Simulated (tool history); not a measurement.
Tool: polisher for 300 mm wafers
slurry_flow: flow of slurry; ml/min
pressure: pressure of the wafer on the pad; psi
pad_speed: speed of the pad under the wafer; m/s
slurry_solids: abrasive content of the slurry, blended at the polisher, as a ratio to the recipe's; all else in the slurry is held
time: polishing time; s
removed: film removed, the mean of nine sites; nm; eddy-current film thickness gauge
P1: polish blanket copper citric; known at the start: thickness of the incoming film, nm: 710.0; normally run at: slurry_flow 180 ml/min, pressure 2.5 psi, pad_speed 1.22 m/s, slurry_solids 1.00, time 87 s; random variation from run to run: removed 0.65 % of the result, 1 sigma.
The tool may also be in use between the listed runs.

{"run": 1, "hour": 6.4, "slurry_flow": 180, "pressure": 2.5, "pad_speed": 1.22, "slurry_solids": 1.0, "time": 87, "removed": 164.01}
{"run": 2, "hour": 15.7, "slurry_flow": 270, "pressure": 2.5, "pad_speed": 1.22, "slurry_solids": 1.0, "time": 87, "removed": 172.6}
{"run": 3, "hour": 23.8, "slurry_flow": 110, "pressure": 2.5, "pad_speed": 1.22, "slurry_solids": 1.0, "time": 87, "removed": 150.1}
{"run": 4, "hour": 35.0, "slurry_flow": 250, "pressure": 1.7, "pad_speed": 1.22, "slurry_solids": 1.0, "time": 87, "removed": 118.37}
{"run": 5, "hour": 47.5, "slurry_flow": 180, "pressure": 2.5, "pad_speed": 0.62, "slurry_solids": 1.0, "time": 87, "removed": 85.331}
{"run": 6, "hour": 57.5, "slurry_flow": 235, "pressure": 1.1, "pad_speed": 1.22, "slurry_solids": 1.0, "time": 87, "removed": 77.086}
{"run": 7, "hour": 68.7, "slurry_flow": 180, "pressure": 2.5, "pad_speed": 1.22, "slurry_solids": 1.0, "time": 55, "removed": 104.87}
{"run": 8, "hour": 80.1, "slurry_flow": 180, "pressure": 2.5, "pad_speed": 1.22, "slurry_solids": 1.0, "time": 87, "removed": 163.99}
{"run": 9, "hour": 93.5, "slurry_flow": 180, "pressure": 2.5, "pad_speed": 1.22, "slurry_solids": 1.0, "time": 87, "removed": 163.86}
{"run": 10, "hour": 104.3, "slurry_flow": 180, "pressure": 1.2, "pad_speed": 1.22, "slurry_solids": 1.0, "time": 87, "removed": 81.275}
{"run": 11, "hour": 111.2, "slurry_flow": 180, "pressure": 3.7, "pad_speed": 1.22, "slurry_solids": 1.0, "time": 87, "removed": 243.47}
{"run": 12, "hour": 123.0, "slurry_flow": 180, "pressure": 2.5, "pad_speed": 1.22, "slurry_solids": 1.0, "time": 87, "removed": 165.28}
{"run": 13, "hour": 130.9, "slurry_flow": 180, "pressure": 2.5, "pad_speed": 1.22, "slurry_solids": 1.0, "time": 87, "removed": 163.76}
{"run": 14, "hour": 144.6, "slurry_flow": 180, "pressure": 2.5, "pad_speed": 1.22, "slurry_solids": 1.0, "time": 118, "removed": 223.96}
{"run": 15, "hour": 150.7, "slurry_flow": 180, "pressure": 2.5, "pad_speed": 1.22, "slurry_solids": 1.45, "time": 87, "removed": 179.22}
{"run": 16, "hour": 158.2, "slurry_flow": 180, "pressure": 2.5, "pad_speed": 1.86, "slurry_solids": 1.0, "time": 87, "removed": 251.13}

Forecast run 17:
{"run": 17, "hour": 171.0, "slurry_flow": 180, "pressure": 2.5, "pad_speed": 1.22, "slurry_solids": 1.0, "time": 87, "removed": "?"}

removed: 164.110 nm

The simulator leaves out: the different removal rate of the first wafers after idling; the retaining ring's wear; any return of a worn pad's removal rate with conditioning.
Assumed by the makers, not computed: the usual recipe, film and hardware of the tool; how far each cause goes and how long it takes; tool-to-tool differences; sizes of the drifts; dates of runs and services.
